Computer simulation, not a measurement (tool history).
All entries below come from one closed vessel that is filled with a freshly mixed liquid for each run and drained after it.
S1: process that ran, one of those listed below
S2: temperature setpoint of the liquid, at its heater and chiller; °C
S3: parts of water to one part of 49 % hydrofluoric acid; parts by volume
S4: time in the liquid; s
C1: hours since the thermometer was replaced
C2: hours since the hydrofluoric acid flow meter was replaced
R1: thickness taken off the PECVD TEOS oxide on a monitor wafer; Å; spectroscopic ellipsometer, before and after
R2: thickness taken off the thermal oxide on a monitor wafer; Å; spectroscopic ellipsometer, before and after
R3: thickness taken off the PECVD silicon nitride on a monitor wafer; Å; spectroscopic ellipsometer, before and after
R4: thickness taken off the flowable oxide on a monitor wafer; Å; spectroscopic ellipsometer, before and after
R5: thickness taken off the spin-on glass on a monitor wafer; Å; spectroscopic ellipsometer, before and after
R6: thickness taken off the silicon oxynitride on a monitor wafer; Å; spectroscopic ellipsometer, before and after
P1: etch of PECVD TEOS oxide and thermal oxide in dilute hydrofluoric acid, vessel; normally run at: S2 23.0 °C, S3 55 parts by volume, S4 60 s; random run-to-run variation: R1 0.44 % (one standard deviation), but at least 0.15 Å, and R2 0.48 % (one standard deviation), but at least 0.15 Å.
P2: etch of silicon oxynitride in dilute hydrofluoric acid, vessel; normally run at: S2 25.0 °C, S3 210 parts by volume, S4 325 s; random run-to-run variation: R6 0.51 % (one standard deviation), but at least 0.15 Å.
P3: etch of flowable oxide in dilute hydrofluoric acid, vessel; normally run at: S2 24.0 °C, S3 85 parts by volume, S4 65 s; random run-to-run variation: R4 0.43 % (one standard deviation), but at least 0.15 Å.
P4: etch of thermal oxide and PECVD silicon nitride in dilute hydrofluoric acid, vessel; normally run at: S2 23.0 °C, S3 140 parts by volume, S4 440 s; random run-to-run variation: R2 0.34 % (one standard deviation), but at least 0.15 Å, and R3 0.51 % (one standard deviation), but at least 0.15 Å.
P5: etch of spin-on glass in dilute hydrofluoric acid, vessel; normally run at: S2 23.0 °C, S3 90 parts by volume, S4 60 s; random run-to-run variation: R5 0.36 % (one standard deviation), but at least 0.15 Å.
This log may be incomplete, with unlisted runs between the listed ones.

{"run": 1, "hour": 13.3, "S1": "P1", "S2": 23.0, "S3": 55, "S4": 60, "C1": 1048.0, "C2": 651.2, "R1": 265.0, "R2": 52.377}
{"run": 2, "hour": 23.9, "S1": "P1", "S2": 17.0, "S3": 55, "S4": 60, "C1": 1058.6, "C2": 661.8, "R1": 204.54, "R2": 40.336}
{"run": 3, "hour": 41.0, "S1": "P4", "S2": 23.0, "S3": 140, "S4": 440, "C1": 1075.7, "C2": 678.9, "R2": 131.29, "R3": 55.396}
{"run": 4, "hour": 55.9, "S1": "P4", "S2": 23.0, "S3": 140, "S4": 140, "C1": 1090.6, "C2": 693.8, "R2": 41.406, "R3": 17.923}
{"run": 5, "hour": 70.6, "S1": "P1", "S2": 30.5, "S3": 55, "S4": 60, "C1": 1105.3, "C2": 708.5, "R1": 355.53, "R2": 71.708}
{"run": 6, "hour": 82.6, "S1": "P1", "S2": 23.0, "S3": 20, "S4": 30, "C1": 1117.3, "C2": 720.5, "R1": 378.2, "R2": 75.1}
{"run": 7, "hour": 95.5, "S1": "P3", "S2": 24.0, "S3": 85, "S4": 30, "C1": 1130.2, "C2": 733.4, "R4": 122.74}
{"run": 8, "hour": 111.1, "S1": "P5", "S2": 23.0, "S3": 90, "S4": 60, "C1": 1145.8, "C2": 749.0, "R5": 294.37}
{"run": 9, "hour": 123.7, "S1": "P2", "S2": 25.0, "S3": 210, "S4": 325, "C1": 1158.4, "C2": 761.6, "R6": 47.62}
{"run": 10, "hour": 137.2, "S1": "P5", "S2": 23.0, "S3": 90, "S4": 115, "C1": 1171.9, "C2": 775.1, "R5": 566.94}
{"run": 11, "hour": 149.5, "S1": "P1", "S2": 23.0, "S3": 55, "S4": 60, "C1": 1184.2, "C2": 787.4, "R1": 260.65, "R2": 52.64}
{"run": 12, "hour": 167.8, "S1": "P3", "S2": 24.0, "S3": 85, "S4": 65, "C1": 1202.5, "C2": 805.7, "R4": 263.43}
{"run": 13, "hour": 182.2, "S1": "P2", "S2": 25.0, "S3": 55, "S4": 325, "C1": 1216.9, "C2": 820.1, "R6": 207.29}
{"run": 14, "hour": 198.3, "S1": "P3", "S2": 28.0, "S3": 85, "S4": 65, "C1": 1233.0, "C2": 836.2, "R4": 308.96}
{"run": 15, "hour": 216.1, "S1": "P1", "S2": 23.0, "S3": 55, "S4": 60, "C1": 1250.8, "C2": 854.0, "R1": 264.77, "R2": 52.753}
{"run": 16, "hour": 230.9, "S1": "P2", "S2": 17.0, "S3": 210, "S4": 325, "C1": 1265.6, "C2": 868.8, "R6": 33.282}
{"run": 17, "hour": 241.2, "S1": "P2", "S2": 25.0, "S3": 210, "S4": 325, "C1": 1275.9, "C2": 879.1, "R6": 47.648}
{"run": 18, "hour": 251.2, "S1": "P5", "S2": 23.0, "S3": 165, "S4": 60, "C1": 1285.9, "C2": 889.1, "R5": 148.29}
{"run": 19, "hour": 268.7, "S1": "P1", "S2": 23.0, "S3": 55, "S4": 60, "C1": 1303.4, "C2": 906.6, "R1": 264.12, "R2": 52.329}
{"run": 20, "hour": 279.4, "S1": "P3", "S2": 24.0, "S3": 145, "S4": 65, "C1": 1314.1, "C2": 917.3, "R4": 144.01}
{"run": 21, "hour": 296.3, "S1": "P1", "S2": 23.0, "S3": 55, "S4": 30, "C1": 1331.0, "C2": 934.2, "R1": 131.54, "R2": 26.689}
{"run": 22, "hour": 313.2, "S1": "P1", "S2": 23.0, "S3": 20, "S4": 60, "C1": 1347.9, "C2": 951.1, "R1": 751.72, "R2": 151.01}
{"run": 23, "hour": 326.2, "S1": "P1", "S2": 23.0, "S3": 85, "S4": 60, "C1": 1360.9, "C2": 964.1, "R1": 164.83, "R2": 32.946}
{"run": 24, "hour": 340.9, "S1": "P5", "S2": 29.0, "S3": 90, "S4": 60, "C1": 1375.6, "C2": 978.8, "R5": 374.6}
{"run": 25, "hour": 357.8, "S1": "P2", "S2": 25.0, "S3": 210, "S4": 480, "C1": 1392.5, "C2": 995.7, "R6": 70.13}
{"run": 26, "hour": 368.8, "S1": "P4", "S2": 23.0, "S3": 25, "S4": 440, "C1": 1403.5, "C2": 1006.7, "R2": 850.55, "R3": 300.97}
{"run": 27, "hour": 384.5, "S1": "P1", "S2": 23.0, "S3": 55, "S4": 90, "C1": 1419.2, "C2": 1022.4, "R1": 393.42, "R2": 77.85}
{"run": 28, "hour": 395.7, "S1": "P1", "S2": 23.0, "S3": 55, "S4": 60, "C1": 1430.4, "C2": 1033.6, "R1": 264.97, "R2": 52.316}
{"run": 29, "hour": 411.5, "S1": "P4", "S2": 26.5, "S3": 140, "S4": 440, "C1": 1446.2, "C2": 1049.4, "R2": 149.95, "R3": 70.189}
{"run": 30, "hour": 423.7, "S1": "P3", "S2": 24.0, "S3": 85, "S4": 65, "C1": 1458.4, "C2": 1061.6, "R4": 262.95}
{"run": 31, "hour": 431.9, "S1": "P1", "S2": 23.0, "S3": 55, "S4": 60, "C1": 1466.6, "C2": 1069.8, "R1": 262.1, "R2": 52.007}
{"run": 32, "hour": 446.9, "S1": "P1", "S2": 23.0, "S3": 55, "S4": 60, "C1": 1481.6, "C2": 1084.8, "R1": 276.74, "R2": 54.649}
{"run": 33, "hour": 465.4, "S1": "P1", "S2": 23.0, "S3": 55, "S4": 60, "C1": 1500.1, "C2": 1103.3, "R1": 283.88, "R2": 56.855}
{"run": 34, "hour": 482.0, "S1": "P1", "S2": 23.0, "S3": 55, "S4": 60, "C1": 1516.7, "C2": 1119.9, "R1": 286.1, "R2": 56.737}
{"run": 35, "hour": 499.0, "S1": "P1", "S2": 23.0, "S3": 55, "S4": 60, "C1": 1533.7, "C2": 1136.9, "R1": 286.14, "R2": 57.636}
{"run": 36, "hour": 510.9, "S1": "P1", "S2": 23.0, "S3": 55, "S4": 60, "C1": 1545.6, "C2": 1148.8, "R1": 288.34, "R2": 57.695}
{"run": 37, "hour": 519.9, "S1": "P1", "S2": 23.0, "S3": 55, "S4": 60, "C1": 1554.6, "C2": 1157.8, "R1": 289.54, "R2": 57.504}
{"run": 38, "hour": 536.3, "S1": "P1", "S2": 23.0, "S3": 55, "S4": 60, "C1": 1571.0, "C2": 1174.2, "R1": 292.29, "R2": 57.72}

What P1 gives has crept away from where it was. These 2 causes fit the log equally well, each at the size given:
A: liquid hotter than its thermometer reads (K) = 2.37
B: hydrofluoric acid flow above the setpoint (%) = 9.46
At approximately hour 431.9, the process output began to creep.

Question marks stand in for the results of the 4 check runs listed below, each run on one wafer. Under which run would the listed causes show clearly different results?
{"run": "check 1", "hour": 552.7, "S1": "P4", "S2": 23.0, "S3": 140, "S4": 440, "R2": "?", "R3": "?"}
{"run": "check 2", "hour": 552.7, "S1": "P3", "S2": 24.0, "S3": 85, "S4": 65, "R4": "?"}
{"run": "check 3", "hour": 552.7, "S1": "P2", "S2": 25.0, "S3": 210, "S4": 325, "R6": "?"}
{"run": "check 4", "hour": 552.7, "S1": "P5", "S2": 23.0, "S3": 90, "S4": 60, "R5": "?"}

Check results expected under each cause:
check=check_1 result=R2 if_A=143.250 if_B=145.140
check=check_1 result=R3 if_A=64.904 if_B=60.866
check=check_2 result=R4 if_A=289.58 if_B=291.26
check=check_3 result=R6 if_A=52.661 if_B=52.749
check=check_4 result=R5 if_A=325.25 if_B=327.04
Per check, the gap between the least separated pair of causes, taken in the result that splits them most: check 1 6.42 %; check 2 0.58 %; check 3 0.17 %; check 4 0.55 %
The causes can be told apart only by check 1. The other checks would give nearly the same results under each of them.

After running check 1, the following was obtained: R2 142.710 Å; R3 64.199 Å. Which cause does this point to?

It is A: liquid hotter than its thermometer reads (K).
